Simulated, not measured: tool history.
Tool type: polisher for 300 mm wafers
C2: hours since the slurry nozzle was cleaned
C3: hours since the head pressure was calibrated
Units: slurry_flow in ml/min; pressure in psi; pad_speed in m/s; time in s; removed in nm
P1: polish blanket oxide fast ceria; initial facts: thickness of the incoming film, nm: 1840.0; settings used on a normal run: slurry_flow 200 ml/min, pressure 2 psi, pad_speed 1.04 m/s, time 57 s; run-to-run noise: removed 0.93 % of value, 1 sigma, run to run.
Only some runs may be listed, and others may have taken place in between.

run 1 hour=3.8 | slurry_flow=200 pressure=2 pad_speed=1.04 time=57 | wafers_polished_on_this_pad=370 C2=149.7 C3=584.8 | removed=568.89
run 2 hour=8.7 | slurry_flow=200 pressure=2 pad_speed=1.04 time=57 | wafers_polished_on_this_pad=414 C2=154.6 C3=589.7 | removed=575.1
run 3 hour=17 | slurry_flow=200 pressure=2.6 pad_speed=1.04 time=71 | wafers_polished_on_this_pad=488 C2=162.9 C3=598 | removed=908.4
run 4 hour=22.2 | slurry_flow=300 pressure=2 pad_speed=1.04 time=44 | wafers_polished_on_this_pad=535 C2=168.1 C3=603.2 | removed=460.09
run 5 hour=26.2 | slurry_flow=120 pressure=2 pad_speed=1.04 time=57 | wafers_polished_on_this_pad=571 C2=172.1 C3=607.2 | removed=520.91
run 6 hour=32.4 | slurry_flow=200 pressure=3.2 pad_speed=1.04 time=57 | wafers_polished_on_this_pad=626 C2=178.3 C3=613.4 | removed=910.76
run 7 hour=40.8 | slurry_flow=200 pressure=2 pad_speed=0.66 time=57 | wafers_polished_on_this_pad=702 C2=186.7 C3=621.8 | removed=361.36
run 8 hour=49.3 | slurry_flow=200 pressure=2 pad_speed=1.04 time=84 | wafers_polished_on_this_pad=778 C2=195.2 C3=630.3 | removed=838.59
run 9 hour=56.2 | slurry_flow=200 pressure=2 pad_speed=1.04 time=40 | wafers_polished_on_this_pad=840 C2=202.1 C3=637.2 | removed=404.57
run 10 hour=64.3 | slurry_flow=200 pressure=2 pad_speed=1.04 time=57 | wafers_polished_on_this_pad=912 C2=210.2 C3=645.3 | removed=572.68
run 11 hour=70.1 | slurry_flow=200 pressure=2 pad_speed=1.6 time=57 | wafers_polished_on_this_pad=964 C2=216 C3=651.1 | removed=878.79
-- hour=72.2 head pressure recalibrated
run 12 hour=77.2 | slurry_flow=200 pressure=2 pad_speed=1.04 time=57 | wafers_polished_on_this_pad=1028 C2=223.1 C3=5.1 | removed=564.23
-- hour=77.7 slurry nozzle cleaned
run 13 hour=81.6 | slurry_flow=200 pressure=2 pad_speed=0.78 time=37 | wafers_polished_on_this_pad=1067 C2=3.9 C3=9.5 | removed=277.89
run 14 hour=87.9 | slurry_flow=200 pressure=1.1 pad_speed=1.04 time=57 | wafers_polished_on_this_pad=1124 C2=10.2 C3=15.8 | removed=318.59
run 15 hour=96.5 | slurry_flow=280 pressure=2 pad_speed=1.04 time=57 | wafers_polished_on_this_pad=1201 C2=18.8 C3=24.4 | removed=602.79
run 16 hour=103.9 | slurry_flow=200 pressure=2 pad_speed=1.04 time=57 | wafers_polished_on_this_pad=1267 C2=26.2 C3=31.8 | removed=568.87
run 17 hour=109.7 | slurry_flow=200 pressure=2 pad_speed=1.04 time=57 | wafers_polished_on_this_pad=1319 C2=32 C3=37.6 | removed=570.66
run 18 hour=118.2 | slurry_flow=200 pressure=2 pad_speed=1.04 time=57 | wafers_polished_on_this_pad=1396 C2=40.5 C3=46.1 | removed=555.49
-- hour=122.2 worn pad replaced by a new one
run 19 hour=123.7 | slurry_flow=200 pressure=2 pad_speed=1.04 time=57 | wafers_polished_on_this_pad=13 C2=46 C3=51.6 | removed=542.24
run 20 hour=129.9 | slurry_flow=200 pressure=2 pad_speed=1.04 time=57 | wafers_polished_on_this_pad=69 C2=52.2 C3=57.8 | removed=543.34
run 21 hour=135.8 | slurry_flow=200 pressure=2 pad_speed=1.04 time=57 | wafers_polished_on_this_pad=122 C2=58.1 C3=63.7 | removed=549.74
run 22 hour=140.3 | slurry_flow=200 pressure=2 pad_speed=1.04 time=57 | wafers_polished_on_this_pad=162 C2=62.6 C3=68.2 | removed=544.44
run 23 hour=144.7 | slurry_flow=200 pressure=2 pad_speed=1.04 time=57 | wafers_polished_on_this_pad=201 C2=67 C3=72.6 | removed=546.06

What P1 gives has crept away from where it was. These 2 causes fit the log equally well, each at the size given:
A: head's pressure below its setpoint, % = 6.06
B: slurry flow missing at the pad, % = 32.3
The onset of the drift is placed at about hour 109.7.
Why every other cause is out:
removal rate lost through wear of the pad, %: serviced after onset, at hour 122.2, with no recovery of the prior output

Of the 4 check runs below, each run on 5 wafers with the results averaged and each result still a question mark, which one would tell the listed causes apart?
run check 1 hour=149.1 | slurry_flow=120 pressure=2 pad_speed=1.04 time=57 | removed=?
run check 2 hour=149.1 | slurry_flow=200 pressure=2.9 pad_speed=1.04 time=82 | removed=?
run check 3 hour=149.1 | slurry_flow=200 pressure=2 pad_speed=1.32 time=57 | removed=?
run check 4 hour=149.1 | slurry_flow=200 pressure=2 pad_speed=0.76 time=57 | removed=?

What each check would give under each cause:
check=check_1 result=removed if_A=493.77 if_B=476.05
check=check_2 result=removed if_A=1123.3 if_B=1123.4
check=check_3 result=removed if_A=683.51 if_B=683.55
check=check_4 result=removed if_A=393.53 if_B=393.56
Per check, the gap between the least separated pair of causes, taken in the result that splits them most: check 1 3.65 %; check 2 0.01 %; check 3 0.01 %; check 4 0.01 %
Check 1 tells the causes apart: in the others they would give nearly the same result.

Check 1 has now been run. It gave: removed 473.29 nm. Which of the candidate causes is it?

The cause is B: slurry flow missing at the pad, %.
